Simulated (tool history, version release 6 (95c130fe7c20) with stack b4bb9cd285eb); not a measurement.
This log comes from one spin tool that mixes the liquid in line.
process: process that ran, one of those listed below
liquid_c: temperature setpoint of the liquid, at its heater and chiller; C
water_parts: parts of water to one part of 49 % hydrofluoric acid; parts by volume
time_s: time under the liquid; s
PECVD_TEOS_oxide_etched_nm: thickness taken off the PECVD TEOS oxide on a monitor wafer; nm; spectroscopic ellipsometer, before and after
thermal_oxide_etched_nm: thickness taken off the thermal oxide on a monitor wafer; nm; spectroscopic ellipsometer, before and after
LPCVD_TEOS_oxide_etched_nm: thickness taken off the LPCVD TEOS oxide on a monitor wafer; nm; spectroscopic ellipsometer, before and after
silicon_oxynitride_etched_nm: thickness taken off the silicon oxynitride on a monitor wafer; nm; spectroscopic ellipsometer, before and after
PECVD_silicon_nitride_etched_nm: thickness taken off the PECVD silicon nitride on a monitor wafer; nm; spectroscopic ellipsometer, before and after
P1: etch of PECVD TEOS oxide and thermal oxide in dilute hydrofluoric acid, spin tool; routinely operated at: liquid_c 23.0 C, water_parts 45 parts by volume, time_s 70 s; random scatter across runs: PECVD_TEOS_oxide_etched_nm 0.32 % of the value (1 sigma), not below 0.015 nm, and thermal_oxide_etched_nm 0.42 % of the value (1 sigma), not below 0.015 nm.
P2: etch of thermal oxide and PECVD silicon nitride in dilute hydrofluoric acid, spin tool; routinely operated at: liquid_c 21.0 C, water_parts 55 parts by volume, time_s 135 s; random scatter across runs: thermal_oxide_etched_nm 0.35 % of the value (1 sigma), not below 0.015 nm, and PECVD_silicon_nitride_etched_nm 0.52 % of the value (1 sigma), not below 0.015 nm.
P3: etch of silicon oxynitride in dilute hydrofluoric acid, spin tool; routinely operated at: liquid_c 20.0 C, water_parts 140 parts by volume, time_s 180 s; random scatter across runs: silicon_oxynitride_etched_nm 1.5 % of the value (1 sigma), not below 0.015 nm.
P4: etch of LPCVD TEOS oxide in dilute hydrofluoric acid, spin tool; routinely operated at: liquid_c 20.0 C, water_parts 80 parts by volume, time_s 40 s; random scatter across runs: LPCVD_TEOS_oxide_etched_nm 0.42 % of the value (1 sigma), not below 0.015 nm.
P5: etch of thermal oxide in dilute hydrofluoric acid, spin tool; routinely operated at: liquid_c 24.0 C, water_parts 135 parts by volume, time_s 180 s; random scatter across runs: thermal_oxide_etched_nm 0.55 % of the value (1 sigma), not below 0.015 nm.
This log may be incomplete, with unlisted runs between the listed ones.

| run | hour | process | liquid_c | water_parts | time_s | hours since the thermometer was replaced | hours since the hydrofluoric acid flow meter was replaced | PECVD_TEOS_oxide_etched_nm | thermal_oxide_etched_nm | LPCVD_TEOS_oxide_etched_nm | silicon_oxynitride_etched_nm | PECVD_silicon_nitride_etched_nm |
|---|---|---|---|---|---|---|---|---|---|---|---|---|
| 1 | 5.6 | P1 | 23.0 | 45 | 70 | 1011.7 | 654.5 | 24.7720 | 7.6289 |  |  |  |
| 2 | 11.2 | P4 | 20.0 | 80 | 65 | 1017.3 | 660.1 |  |  | 26.145 |  |  |
| 3 | 15.3 | P1 | 23.0 | 45 | 70 | 1021.4 | 664.2 | 25.0370 | 7.6849 |  |  |  |
| 4 | 22.1 | P3 | 17.0 | 140 | 180 | 1028.2 | 671.0 |  |  |  | 1.39990 |  |
| 5 | 27.3 | P5 | 24.0 | 195 | 180 | 1033.4 | 676.2 |  | 4.1824 |  |  |  |
| 6 | 33.5 | P1 | 17.0 | 45 | 70 | 1039.6 | 682.4 | 19.1800 | 5.8760 |  |  |  |
| 7 | 38.1 | P2 | 17.0 | 55 | 135 | 1044.2 | 687.0 |  | 9.5910 |  |  | 4.8156 |
| 8 | 44.5 | P3 | 20.0 | 140 | 15 | 1050.6 | 693.4 |  |  |  | 0.14923 |  |
| 9 | 52.7 | P4 | 20.0 | 30 | 40 | 1058.8 | 701.6 |  |  | 45.518 |  |  |
| 10 | 61.4 | P3 | 20.0 | 140 | 180 | 1067.5 | 710.3 |  |  |  | 1.64770 |  |
| 11 | 68.4 | P1 | 23.0 | 45 | 70 | 1074.5 | 717.3 | 24.8350 | 7.5717 |  |  |  |
| 12 | 72.8 | P4 | 20.0 | 80 | 40 | 1078.9 | 721.7 |  |  | 16.079 |  |  |
| 13 | 77.1 | P2 | 21.0 | 55 | 135 | 1083.2 | 726.0 |  | 11.4370 |  |  | 6.3798 |
| 14 | 83.7 | P4 | 17.0 | 80 | 40 | 1089.8 | 732.6 |  |  | 14.287 |  |  |
| 15 | 90.4 | P5 | 24.0 | 135 | 65 | 1096.5 | 739.3 |  | 2.3389 |  |  |  |
| 16 | 95.2 | P1 | 23.0 | 45 | 105 | 1101.3 | 744.1 | 37.5220 | 11.3980 |  |  |  |
| 17 | 104.3 | P3 | 20.0 | 205 | 180 | 1110.4 | 753.2 |  |  |  | 1.06250 |  |
| 18 | 111.4 | P5 | 17.0 | 135 | 180 | 1117.5 | 760.3 |  | 4.8796 |  |  |  |
| 19 | 119.8 | P3 | 20.0 | 140 | 180 | 1125.9 | 768.7 |  |  |  | 1.59740 |  |
| 20 | 123.7 | P1 | 23.0 | 45 | 70 | 1129.8 | 772.6 | 24.7190 | 7.5208 |  |  |  |
| 21 | 128.3 | P1 | 23.0 | 45 | 15 | 1134.4 | 777.2 | 5.3532 | 1.6215 |  |  |  |
| 22 | 132.4 | P5 | 24.0 | 135 | 180 | 1138.5 | 781.3 |  | 6.4417 |  |  |  |
| 23 | 140.8 | P1 | 31.0 | 45 | 70 | 1146.9 | 789.7 | 34.4190 | 10.4260 |  |  |  |
| 24 | 149.3 | P1 | 30.5 | 45 | 15 | 1155.4 | 798.2 | 7.2030 | 2.1591 |  |  |  |
| 25 | 155.8 | P1 | 23.0 | 30 | 70 | 1161.9 | 804.7 | 37.9410 | 11.5820 |  |  |  |
| 26 | 160.0 | P1 | 23.0 | 45 | 70 | 1166.1 | 808.9 | 24.7650 | 7.5905 |  |  |  |
| 27 | 168.7 | P1 | 23.0 | 60 | 70 | 1174.8 | 817.6 | 18.3280 | 5.6204 |  |  |  |
| 28 | 173.8 | P2 | 21.0 | 55 | 245 | 1179.9 | 822.7 |  | 20.6980 |  |  | 11.5080 |
| 29 | 182.9 | P2 | 21.0 | 20 | 135 | 1189.0 | 831.8 |  | 32.8430 |  |  | 16.8880 |
| 30 | 190.3 | P1 | 23.0 | 45 | 70 | 1196.4 | 839.2 | 24.8850 | 7.5976 |  |  |  |
| 31 | 194.6 | P1 | 23.0 | 45 | 70 | 1200.7 | 843.5 | 24.9350 | 7.5795 |  |  |  |
| 32 | 203.0 | P1 | 23.0 | 45 | 70 | 1209.1 | 851.9 | 25.9140 | 7.8546 |  |  |  |
| 33 | 210.9 | P1 | 23.0 | 45 | 70 | 1217.0 | 859.8 | 26.4100 | 8.0539 |  |  |  |
| 34 | 215.0 | P1 | 23.0 | 45 | 70 | 1221.1 | 863.9 | 26.4560 | 8.0949 |  |  |  |
| 35 | 219.1 | P1 | 23.0 | 45 | 70 | 1225.2 | 868.0 | 26.6530 | 8.1931 |  |  |  |
| 36 | 224.3 | P1 | 23.0 | 45 | 70 | 1230.4 | 873.2 | 26.8530 | 8.2430 |  |  |  |
| 37 | 232.0 | P1 | 23.0 | 45 | 70 | 1238.1 | 880.9 | 26.9710 | 8.2361 |  |  |  |
| 38 | 237.1 | P1 | 23.0 | 45 | 70 | 1243.2 | 886.0 | 27.0160 | 8.2363 |  |  |  |
| 39 | 243.0 | P1 | 23.0 | 45 | 70 | 1249.1 | 891.9 | 27.1560 | 8.2576 |  |  |  |
| 40 | 252.1 | P1 | 23.0 | 45 | 70 | 1258.2 | 901.0 | 27.1520 | 8.2824 |  |  |  |

P1 has crept away from where it was. The log is fitted equally well by each of these 2 causes, at the sizes shown:
A: liquid hotter than its thermometer reads (K) = 2.1
B: hydrofluoric acid flow above the setpoint (%) = 8.53
The drift started at roughly hour 194.6.

Consider the 4 single-wafer check runs listed below, results given as question marks: which one distinguishes between the causes by giving clearly different results for each?
| check 1 | 261.2 | P3 | 20.0 | 140 | 180 |  |  |  |  |  | ? |  |
| check 2 | 261.2 | P4 | 20.0 | 80 | 40 |  |  |  |  | ? |  |  |
| check 3 | 261.2 | P2 | 21.0 | 55 | 135 |  |  |  | ? |  |  | ? |
| check 4 | 261.2 | P5 | 24.0 | 135 | 180 |  |  |  | ? |  |  |  |

What each check would give under each cause:
| check | result | if A | if B |
|---|---|---|---|
| check 1 | silicon_oxynitride_etched_nm | 1.79620 | 1.77820 |
| check 2 | LPCVD_TEOS_oxide_etched_nm | 17.555 | 17.600 |
| check 3 | thermal_oxide_etched_nm | 12.4440 | 12.4400 |
| check 3 | PECVD_silicon_nitride_etched_nm | 7.3524 | 6.8991 |
| check 4 | thermal_oxide_etched_nm | 6.9775 | 7.0761 |
Per-check spread between the two closest causes, in the result where they differ most: check 1 1.01 %; check 2 0.26 %; check 3 6.36 %; check 4 1.4 %
The other checks would show nearly matching results whichever cause is true, so check 3 is the only one that separates the causes.

Running check 3 produced the following: thermal_oxide_etched_nm 12.5100 nm; PECVD_silicon_nitride_etched_nm 7.3197 nm. Which one of the listed causes fits?

The cause is A: liquid hotter than its thermometer reads (K).
